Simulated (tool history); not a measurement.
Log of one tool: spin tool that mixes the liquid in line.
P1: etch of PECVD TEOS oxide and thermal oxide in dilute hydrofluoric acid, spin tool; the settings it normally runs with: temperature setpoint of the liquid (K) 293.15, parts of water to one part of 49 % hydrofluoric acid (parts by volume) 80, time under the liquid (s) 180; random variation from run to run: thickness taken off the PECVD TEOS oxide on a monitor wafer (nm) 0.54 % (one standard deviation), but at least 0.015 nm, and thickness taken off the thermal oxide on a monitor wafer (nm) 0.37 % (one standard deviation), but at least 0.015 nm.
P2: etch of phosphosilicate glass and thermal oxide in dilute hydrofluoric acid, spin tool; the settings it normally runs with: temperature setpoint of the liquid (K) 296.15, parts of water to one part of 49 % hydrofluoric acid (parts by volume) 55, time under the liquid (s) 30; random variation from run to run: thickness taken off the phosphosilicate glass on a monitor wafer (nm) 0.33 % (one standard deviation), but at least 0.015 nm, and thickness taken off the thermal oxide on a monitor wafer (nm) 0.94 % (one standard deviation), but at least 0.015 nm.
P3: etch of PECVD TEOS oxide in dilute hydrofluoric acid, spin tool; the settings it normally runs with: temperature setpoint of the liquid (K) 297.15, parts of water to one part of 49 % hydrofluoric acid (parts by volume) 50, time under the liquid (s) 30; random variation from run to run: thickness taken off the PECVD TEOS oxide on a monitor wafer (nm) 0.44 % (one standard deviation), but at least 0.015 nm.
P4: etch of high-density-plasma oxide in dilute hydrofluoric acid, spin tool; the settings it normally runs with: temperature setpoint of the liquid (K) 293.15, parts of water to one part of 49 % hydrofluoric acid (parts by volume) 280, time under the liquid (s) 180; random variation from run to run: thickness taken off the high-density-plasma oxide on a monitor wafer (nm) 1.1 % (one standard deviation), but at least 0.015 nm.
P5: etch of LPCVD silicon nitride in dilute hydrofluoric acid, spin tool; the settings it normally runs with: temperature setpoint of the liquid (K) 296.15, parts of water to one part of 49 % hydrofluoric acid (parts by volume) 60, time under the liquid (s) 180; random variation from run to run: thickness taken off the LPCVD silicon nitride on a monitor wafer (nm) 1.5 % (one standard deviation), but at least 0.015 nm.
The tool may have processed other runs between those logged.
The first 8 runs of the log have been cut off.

run,hour,process that ran,temperature setpoint of the liquid (K),parts of water to one part of 49 % hydrofluoric acid (parts by volume),time under the liquid (s),hours since the thermometer was replaced,hours since the hydrofluoric acid flow meter was replaced,thickness taken off the PECVD TEOS oxide on a monitor wafer (nm),thickness taken off the thermal oxide on a monitor wafer (nm),thickness taken off the high-density-plasma oxide on a monitor wafer (nm),thickness taken off the phosphosilicate glass on a monitor wafer (nm),thickness taken off the LPCVD silicon nitride on a monitor wafer (nm)
9,69.4,P5,296.15,90,180,715,220.8,,,,,0.98032
10,78,P3,297.15,50,55,723.6,229.4,12.2,,,,
11,86.4,P2,296.15,95,30,732,237.8,,1.3746,,61.377,
12,93.5,P1,293.15,35,180,739.1,244.9,91.77,22.466,,,
13,103.9,P1,293.15,80,180,749.5,255.3,38.244,9.4586,,,
14,114.4,P1,293.15,80,180,760,265.8,38.061,9.3844,,,
15,119.5,P1,290.15,135,180,765.1,270.9,18.745,4.6383,,,
16,128.6,P2,296.15,55,30,774.2,280,,2.5169,,111.77,
17,137.1,P3,297.15,50,30,782.7,288.5,6.6291,,,,
18,143.6,P3,297.15,70,30,789.2,295,4.5836,,,,
19,151.9,P5,296.15,60,180,797.5,303.3,,,,,1.365
20,159.2,P1,293.15,80,270,804.8,310.6,57.072,13.973,,,
21,170.1,P1,293.15,80,180,815.7,321.5,37.911,9.2994,,,
22,175.1,P3,297.15,50,30,820.7,326.5,6.6261,,,,
23,182.2,P3,290.15,50,30,827.8,333.6,4.922,,,,
24,188.4,P4,293.15,280,65,834,339.8,,,0.81918,,
25,197.6,P5,301.65,60,180,843.2,349,,,,,2.032
26,205.4,P5,296.15,60,180,851,356.8,,,,,1.419
27,216,P2,296.15,55,15,861.6,367.4,,1.277,,55.888,
28,225.3,P1,290.15,80,180,870.9,376.7,33.264,8.2607,,,
29,232.9,P4,290.15,280,180,878.5,384.3,,,2.0584,,
30,241.8,P1,293.15,115,180,887.4,393.2,25.497,6.2494,,,

Expected results for the next run?
31,246.9,P1,293.15,80,85,892.5,398.3,?,?,,,

Run 31 produced thickness taken off the PECVD TEOS oxide on a monitor wafer (nm) 18.004, thickness taken off the thermal oxide on a monitor wafer (nm) 4.4232.
